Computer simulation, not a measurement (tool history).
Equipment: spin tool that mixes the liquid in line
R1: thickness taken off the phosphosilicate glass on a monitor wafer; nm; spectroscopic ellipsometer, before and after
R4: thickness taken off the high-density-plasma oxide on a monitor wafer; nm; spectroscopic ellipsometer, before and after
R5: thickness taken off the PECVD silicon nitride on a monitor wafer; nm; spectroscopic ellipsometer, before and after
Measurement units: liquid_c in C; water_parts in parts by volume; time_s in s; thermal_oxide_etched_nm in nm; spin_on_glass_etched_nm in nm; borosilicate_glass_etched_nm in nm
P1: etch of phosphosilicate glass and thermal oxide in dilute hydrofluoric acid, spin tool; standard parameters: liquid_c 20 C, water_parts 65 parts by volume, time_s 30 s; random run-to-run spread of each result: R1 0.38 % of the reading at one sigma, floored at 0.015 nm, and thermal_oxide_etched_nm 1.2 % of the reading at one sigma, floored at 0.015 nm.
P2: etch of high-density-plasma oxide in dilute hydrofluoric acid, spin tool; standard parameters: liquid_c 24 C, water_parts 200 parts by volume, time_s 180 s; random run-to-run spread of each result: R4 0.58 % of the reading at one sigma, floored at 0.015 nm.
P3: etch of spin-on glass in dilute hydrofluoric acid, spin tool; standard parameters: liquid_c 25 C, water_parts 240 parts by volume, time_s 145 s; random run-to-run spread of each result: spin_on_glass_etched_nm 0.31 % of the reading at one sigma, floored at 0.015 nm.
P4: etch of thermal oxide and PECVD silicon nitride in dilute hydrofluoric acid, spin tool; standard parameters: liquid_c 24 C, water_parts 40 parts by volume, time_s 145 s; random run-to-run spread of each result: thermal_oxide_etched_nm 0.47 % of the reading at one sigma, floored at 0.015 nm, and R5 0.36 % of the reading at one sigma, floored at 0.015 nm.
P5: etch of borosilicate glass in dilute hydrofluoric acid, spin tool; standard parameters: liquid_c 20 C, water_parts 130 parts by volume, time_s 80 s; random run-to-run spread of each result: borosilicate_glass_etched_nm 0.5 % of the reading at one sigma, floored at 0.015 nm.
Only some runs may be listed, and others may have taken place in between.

{"run": 1, "hour": 5.7, "process": "P1", "liquid_c": 20, "water_parts": 65, "time_s": 30, "R1": 25.165, "thermal_oxide_etched_nm": 1.9298}
{"run": 2, "hour": 10.8, "process": "P1", "liquid_c": 26.5, "water_parts": 105, "time_s": 30, "R1": 19.397, "thermal_oxide_etched_nm": 1.4981}
{"run": 3, "hour": 17.7, "process": "P3", "liquid_c": 25, "water_parts": 50, "time_s": 145, "spin_on_glass_etched_nm": 128.95}
{"run": 4, "hour": 25.0, "process": "P2", "liquid_c": 24, "water_parts": 200, "time_s": 180, "R4": 4.1419}
{"run": 5, "hour": 30.5, "process": "P1", "liquid_c": 27.5, "water_parts": 65, "time_s": 60, "R1": 69.144, "thermal_oxide_etched_nm": 5.3351}
{"run": 6, "hour": 40.3, "process": "P1", "liquid_c": 20, "water_parts": 65, "time_s": 55, "R1": 46.366, "thermal_oxide_etched_nm": 3.6109}
{"run": 7, "hour": 51.3, "process": "P1", "liquid_c": 17, "water_parts": 65, "time_s": 30, "R1": 22.176, "thermal_oxide_etched_nm": 1.7098}
{"run": 8, "hour": 59.7, "process": "P1", "liquid_c": 20, "water_parts": 65, "time_s": 30, "R1": 25.428, "thermal_oxide_etched_nm": 1.9719}
{"run": 9, "hour": 70.6, "process": "P4", "liquid_c": 24, "water_parts": 70, "time_s": 145, "thermal_oxide_etched_nm": 9.7903, "R5": 11.891}
{"run": 10, "hour": 76.1, "process": "P1", "liquid_c": 20, "water_parts": 65, "time_s": 30, "R1": 25.369, "thermal_oxide_etched_nm": 2.0376}
{"run": 11, "hour": 85.9, "process": "P5", "liquid_c": 20, "water_parts": 130, "time_s": 80, "borosilicate_glass_etched_nm": 14.459}
{"run": 12, "hour": 93.5, "process": "P1", "liquid_c": 26.5, "water_parts": 65, "time_s": 30, "R1": 33.09, "thermal_oxide_etched_nm": 2.5502}
{"run": 13, "hour": 103.5, "process": "P1", "liquid_c": 20, "water_parts": 20, "time_s": 30, "R1": 86.801, "thermal_oxide_etched_nm": 6.717}
{"run": 14, "hour": 108.4, "process": "P1", "liquid_c": 20, "water_parts": 110, "time_s": 30, "R1": 14.322, "thermal_oxide_etched_nm": 1.0913}
{"run": 15, "hour": 115.2, "process": "P2", "liquid_c": 17, "water_parts": 200, "time_s": 180, "R4": 3.1323}
{"run": 16, "hour": 125.1, "process": "P3", "liquid_c": 25, "water_parts": 240, "time_s": 40, "spin_on_glass_etched_nm": 5.9026}
{"run": 17, "hour": 134.8, "process": "P5", "liquid_c": 27, "water_parts": 130, "time_s": 80, "borosilicate_glass_etched_nm": 19.066}
{"run": 18, "hour": 143.5, "process": "P3", "liquid_c": 25, "water_parts": 240, "time_s": 145, "spin_on_glass_etched_nm": 21.331}
{"run": 19, "hour": 154.2, "process": "P4", "liquid_c": 24, "water_parts": 40, "time_s": 145, "thermal_oxide_etched_nm": 18.039, "R5": 20.529}
{"run": 20, "hour": 165.1, "process": "P2", "liquid_c": 24, "water_parts": 200, "time_s": 365, "R4": 8.3369}
{"run": 21, "hour": 174.9, "process": "P4", "liquid_c": 24, "water_parts": 40, "time_s": 145, "thermal_oxide_etched_nm": 18.102, "R5": 20.693}
{"run": 22, "hour": 185.5, "process": "P1", "liquid_c": 20, "water_parts": 65, "time_s": 15, "R1": 12.6, "thermal_oxide_etched_nm": 0.99935}
{"run": 23, "hour": 191.6, "process": "P3", "liquid_c": 17, "water_parts": 240, "time_s": 145, "spin_on_glass_etched_nm": 15.748}
{"run": 24, "hour": 202.7, "process": "P4", "liquid_c": 32, "water_parts": 40, "time_s": 145, "thermal_oxide_etched_nm": 24.855, "R5": 34.788}
{"run": 25, "hour": 208.3, "process": "P3", "liquid_c": 25, "water_parts": 240, "time_s": 145, "spin_on_glass_etched_nm": 21.442}
{"run": 26, "hour": 215.8, "process": "P1", "liquid_c": 20, "water_parts": 65, "time_s": 30, "R1": 25.373, "thermal_oxide_etched_nm": 1.9764}
{"run": 27, "hour": 226.0, "process": "P5", "liquid_c": 20, "water_parts": 75, "time_s": 80, "borosilicate_glass_etched_nm": 26.659}
{"run": 28, "hour": 235.5, "process": "P5", "liquid_c": 20, "water_parts": 130, "time_s": 15, "borosilicate_glass_etched_nm": 2.6831}
{"run": 29, "hour": 243.0, "process": "P1", "liquid_c": 20, "water_parts": 65, "time_s": 30, "R1": 25.333, "thermal_oxide_etched_nm": 1.9634}
{"run": 30, "hour": 253.2, "process": "P2", "liquid_c": 24, "water_parts": 340, "time_s": 180, "R4": 2.1107}
{"run": 31, "hour": 264.7, "process": "P4", "liquid_c": 24, "water_parts": 40, "time_s": 15, "thermal_oxide_etched_nm": 1.8321, "R5": 2.1075}
{"run": 32, "hour": 276.3, "process": "P1", "liquid_c": 20, "water_parts": 65, "time_s": 30, "R1": 25.475, "thermal_oxide_etched_nm": 1.9703}
{"run": 33, "hour": 282.6, "process": "P1", "liquid_c": 20, "water_parts": 65, "time_s": 30, "R1": 24.802, "thermal_oxide_etched_nm": 1.8739}
{"run": 34, "hour": 290.7, "process": "P1", "liquid_c": 20, "water_parts": 65, "time_s": 30, "R1": 24.282, "thermal_oxide_etched_nm": 1.8978}
{"run": 35, "hour": 298.5, "process": "P1", "liquid_c": 20, "water_parts": 65, "time_s": 30, "R1": 23.993, "thermal_oxide_etched_nm": 1.8798}
{"run": 36, "hour": 304.6, "process": "P1", "liquid_c": 20, "water_parts": 65, "time_s": 30, "R1": 23.7, "thermal_oxide_etched_nm": 1.8932}
{"run": 37, "hour": 315.4, "process": "P1", "liquid_c": 20, "water_parts": 65, "time_s": 30, "R1": 23.673, "thermal_oxide_etched_nm": 1.8358}
{"run": 38, "hour": 322.6, "process": "P1", "liquid_c": 20, "water_parts": 65, "time_s": 30, "R1": 23.524, "thermal_oxide_etched_nm": 1.8263}
{"run": 39, "hour": 327.8, "process": "P1", "liquid_c": 20, "water_parts": 65, "time_s": 30, "R1": 23.471, "thermal_oxide_etched_nm": 1.8245}
{"run": 40, "hour": 339.1, "process": "P1", "liquid_c": 20, "water_parts": 65, "time_s": 30, "R1": 23.508, "thermal_oxide_etched_nm": 1.7896}

Forecast run 41:
{"run": 41, "hour": 347.0, "process": "P1", "liquid_c": 20, "water_parts": 65, "time_s": 30, "R1": "?", "thermal_oxide_etched_nm": "?"}

R1: 23.45 nm
thermal_oxide_etched_nm: 1.8026 nm
